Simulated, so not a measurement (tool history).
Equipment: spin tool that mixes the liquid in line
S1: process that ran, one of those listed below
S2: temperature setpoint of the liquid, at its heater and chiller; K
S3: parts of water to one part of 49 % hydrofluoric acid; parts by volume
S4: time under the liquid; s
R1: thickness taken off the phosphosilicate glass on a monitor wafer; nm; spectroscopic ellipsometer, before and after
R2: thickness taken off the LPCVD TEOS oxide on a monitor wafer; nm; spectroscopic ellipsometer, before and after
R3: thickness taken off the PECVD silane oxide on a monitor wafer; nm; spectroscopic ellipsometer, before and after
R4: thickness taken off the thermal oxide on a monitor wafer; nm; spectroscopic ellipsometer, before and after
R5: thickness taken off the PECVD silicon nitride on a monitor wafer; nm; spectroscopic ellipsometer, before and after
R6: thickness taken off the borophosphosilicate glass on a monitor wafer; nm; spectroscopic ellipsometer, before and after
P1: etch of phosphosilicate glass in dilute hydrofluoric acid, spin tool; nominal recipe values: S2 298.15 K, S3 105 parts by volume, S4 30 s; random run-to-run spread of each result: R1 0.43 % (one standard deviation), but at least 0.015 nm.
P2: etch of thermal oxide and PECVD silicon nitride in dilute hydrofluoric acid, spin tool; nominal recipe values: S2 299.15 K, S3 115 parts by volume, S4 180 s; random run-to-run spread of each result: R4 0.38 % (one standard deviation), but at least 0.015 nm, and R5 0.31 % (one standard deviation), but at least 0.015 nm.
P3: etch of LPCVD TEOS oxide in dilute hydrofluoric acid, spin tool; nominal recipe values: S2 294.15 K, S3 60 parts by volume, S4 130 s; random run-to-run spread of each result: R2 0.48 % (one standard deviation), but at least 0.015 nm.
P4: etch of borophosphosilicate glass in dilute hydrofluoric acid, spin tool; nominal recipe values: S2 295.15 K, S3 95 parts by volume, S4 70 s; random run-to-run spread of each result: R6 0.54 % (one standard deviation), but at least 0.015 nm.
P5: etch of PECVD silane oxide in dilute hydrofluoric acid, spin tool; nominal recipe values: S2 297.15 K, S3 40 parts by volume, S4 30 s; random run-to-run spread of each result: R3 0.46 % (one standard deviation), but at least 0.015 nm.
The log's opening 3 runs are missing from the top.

run    day  S1      S2   S3   S4      R1      R2      R3      R4      R5      R6
  4  0.904  P1  298.15  105   15  22.113
  5  1.067  P1  292.65  105   30  35.188
  6  1.346  P5  297.15   40   30                  28.893
  7  1.512  P1  298.15  185   30    22.9
  8  1.654  P2  305.65  115  180                          10.523  14.996
  9  1.817  P4  295.15   95  110                                          27.578
     1.821  -- thermometer replaced
 10  2.129  P1  292.65  105   55  65.133
 11  2.438  P2  299.15   25  180                          42.575  44.359
 12  2.692  P1  298.15  105   45  66.291
 13  2.908  P3  299.15   60  130          65.578
 14    3.1  P3  294.15   40  130          82.687
 15    3.3  P1  298.15   50   30   99.16
 16  3.471  P2  299.15  115  275                          12.548  15.199
 17  3.692  P4  301.65   95   70                                           22.72
 18  3.917  P5  297.15   60   30                  18.864
 19  4.154  P5  291.65   40   30                  23.086
 20  4.325  P1  298.15  105   30  44.168
 21  4.467  P1  304.15  105   30  55.225

For run 22, what comes out?
 22  4.767  P1  298.15  105  30   ?

{"run 22": {"R1": 44.15}}
